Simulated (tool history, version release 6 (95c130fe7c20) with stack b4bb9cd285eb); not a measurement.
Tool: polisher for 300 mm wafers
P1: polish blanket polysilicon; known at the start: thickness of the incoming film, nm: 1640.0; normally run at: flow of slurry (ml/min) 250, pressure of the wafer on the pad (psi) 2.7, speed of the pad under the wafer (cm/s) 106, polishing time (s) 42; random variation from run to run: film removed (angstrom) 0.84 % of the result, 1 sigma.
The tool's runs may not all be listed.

| run | hour | flow of slurry (ml/min) | pressure of the wafer on the pad (psi) | speed of the pad under the wafer (cm/s) | polishing time (s) | wafers polished on this pad | hours since the slurry nozzle was cleaned | hours since the head pressure was calibrated | film removed (angstrom) |
|---|---|---|---|---|---|---|---|---|---|
| 1 | 10.3 | 250 | 2.7 | 106 | 42 | 427 | 258.8 | 212.7 | 4071.6 |
| 2 | 20.9 | 250 | 2.7 | 106 | 66 | 493 | 269.4 | 223.3 | 6366.5 |
| 3 | 29 | 365 | 2.7 | 106 | 60 | 543 | 277.5 | 231.4 | 6067.1 |
| 4 | 37.3 | 250 | 1.3 | 106 | 42 | 594 | 285.8 | 239.7 | 1951 |
| 5 | 43.9 | 250 | 2.7 | 164 | 42 | 635 | 292.4 | 246.3 | 6310.8 |
| 6 | 49.4 | 250 | 2.7 | 48 | 42 | 670 | 297.9 | 251.8 | 1837.7 |
| 7 | 60.3 | 250 | 2.7 | 106 | 42 | 737 | 308.8 | 262.7 | 4071.1 |
| 8 | 72 | 395 | 2.7 | 106 | 42 | 810 | 320.5 | 274.4 | 4257.3 |
| 9 | 77.8 | 365 | 1.5 | 106 | 42 | 846 | 326.3 | 280.2 | 2342.4 |
| 10 | 83.8 | 250 | 2.7 | 106 | 42 | 883 | 332.3 | 286.2 | 4102.3 |
| 11 | 91.7 | 250 | 2.7 | 106 | 42 | 932 | 340.2 | 294.1 | 4097 |
| 12 | 98.2 | 250 | 2.7 | 106 | 19 | 973 | 346.7 | 300.6 | 1834.9 |
| 13 | 109.8 | 250 | 2.7 | 106 | 42 | 1045 | 358.3 | 312.2 | 4105.6 |
| 14 | 118.3 | 250 | 2.7 | 106 | 42 | 1098 | 366.8 | 320.7 | 4085 |
| 15 | 128.5 | 250 | 3.4 | 106 | 42 | 1161 | 377 | 330.9 | 5063.5 |
| 16 | 138.5 | 250 | 3.3 | 106 | 19 | 1223 | 387 | 340.9 | 2303.2 |
| 17 | 149.3 | 150 | 2.7 | 106 | 42 | 1290 | 397.8 | 351.7 | 3811.8 |
| 18 | 158.8 | 250 | 2.7 | 106 | 42 | 1349 | 407.3 | 361.2 | 3996.1 |
| 19 | 171 | 250 | 2.7 | 106 | 42 | 1425 | 419.5 | 373.4 | 4041.2 |
| 20 | 179.4 | 250 | 2.7 | 106 | 42 | 1477 | 427.9 | 381.8 | 3960.5 |
| 21 | 187.6 | 250 | 2.7 | 106 | 42 | 1528 | 436.1 | 390 | 3930.5 |
| 22 | 193.3 | 250 | 2.7 | 106 | 42 | 1564 | 441.8 | 395.7 | 3889.3 |
| 23 | 205.9 | 250 | 2.7 | 106 | 42 | 1642 | 454.4 | 408.3 | 3970.3 |
| 24 | 215.1 | 250 | 2.7 | 106 | 42 | 1699 | 463.6 | 417.5 | 3897.1 |
| 25 | 224.8 | 250 | 2.7 | 106 | 42 | 1759 | 473.3 | 427.2 | 3963.7 |
|  | 233.3 | head pressure recalibrated |
| 26 | 234.1 | 250 | 2.7 | 106 | 42 | 1817 | 482.6 | 0.8 | 3941.9 |
| 27 | 242.4 | 250 | 2.7 | 106 | 42 | 1869 | 490.9 | 9.1 | 3900.9 |
| 28 | 250.4 | 250 | 2.7 | 106 | 42 | 1919 | 498.9 | 17.1 | 3895.6 |

Run 29 comes next. What will it give?
| 29 | 259 | 250 | 2.7 | 106 | 42 | 1972 | 507.5 | 25.7 | ? |

{"run 29": {"film removed (angstrom)": 3891.2}}

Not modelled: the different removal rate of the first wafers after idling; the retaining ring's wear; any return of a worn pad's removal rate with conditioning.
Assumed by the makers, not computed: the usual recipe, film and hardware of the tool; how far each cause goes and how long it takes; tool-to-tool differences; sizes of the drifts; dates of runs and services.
